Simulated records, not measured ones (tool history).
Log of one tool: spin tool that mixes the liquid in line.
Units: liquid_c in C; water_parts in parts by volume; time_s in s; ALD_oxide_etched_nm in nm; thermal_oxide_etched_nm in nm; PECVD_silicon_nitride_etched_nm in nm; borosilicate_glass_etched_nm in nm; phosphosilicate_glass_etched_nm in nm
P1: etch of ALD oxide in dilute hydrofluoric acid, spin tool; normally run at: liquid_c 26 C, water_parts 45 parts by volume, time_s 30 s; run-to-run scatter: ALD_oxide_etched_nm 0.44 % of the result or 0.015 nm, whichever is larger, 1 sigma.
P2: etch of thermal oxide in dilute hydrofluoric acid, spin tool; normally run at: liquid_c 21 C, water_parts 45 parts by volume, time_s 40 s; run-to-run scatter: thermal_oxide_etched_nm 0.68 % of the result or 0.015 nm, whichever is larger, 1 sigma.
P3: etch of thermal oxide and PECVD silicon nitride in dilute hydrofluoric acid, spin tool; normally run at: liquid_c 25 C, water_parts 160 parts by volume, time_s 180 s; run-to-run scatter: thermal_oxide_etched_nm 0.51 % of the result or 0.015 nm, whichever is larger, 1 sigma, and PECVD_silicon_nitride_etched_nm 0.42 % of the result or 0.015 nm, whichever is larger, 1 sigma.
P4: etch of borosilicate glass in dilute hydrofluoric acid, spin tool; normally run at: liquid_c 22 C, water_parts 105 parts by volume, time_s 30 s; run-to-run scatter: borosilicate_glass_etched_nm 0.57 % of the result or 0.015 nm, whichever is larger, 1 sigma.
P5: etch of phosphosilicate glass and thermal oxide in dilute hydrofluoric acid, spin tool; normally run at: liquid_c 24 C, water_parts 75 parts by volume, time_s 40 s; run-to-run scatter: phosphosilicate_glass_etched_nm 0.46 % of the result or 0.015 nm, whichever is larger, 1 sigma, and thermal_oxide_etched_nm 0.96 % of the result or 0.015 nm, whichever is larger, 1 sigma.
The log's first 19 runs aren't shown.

run	hour	process	liquid_c	water_parts	time_s	ALD_oxide_etched_nm	thermal_oxide_etched_nm	PECVD_silicon_nitride_etched_nm	borosilicate_glass_etched_nm	phosphosilicate_glass_etched_nm
20	151.1	P4	22	105	30				9.0272	
21	157.2	P1	26	45	30	15.383				
22	167.4	P1	26	65	30	10.395				
# hour 176.7: thermometer replaced
23	177.7	P1	30.5	20	30	43.015				
24	188.4	P1	26	45	30	15.388				
25	193.7	P1	26	20	30	35.673				
26	202.4	P5	18.5	75	40		2.0967			26.746
27	210.4	P3	25	160	45		1.2799	1.7005		
28	218.5	P2	21	70	40		2.4785			

The next listed run, before its measurement:
29	226.9	P1	26	45	15	?				

ALD_oxide_etched_nm: 7.6577 nm
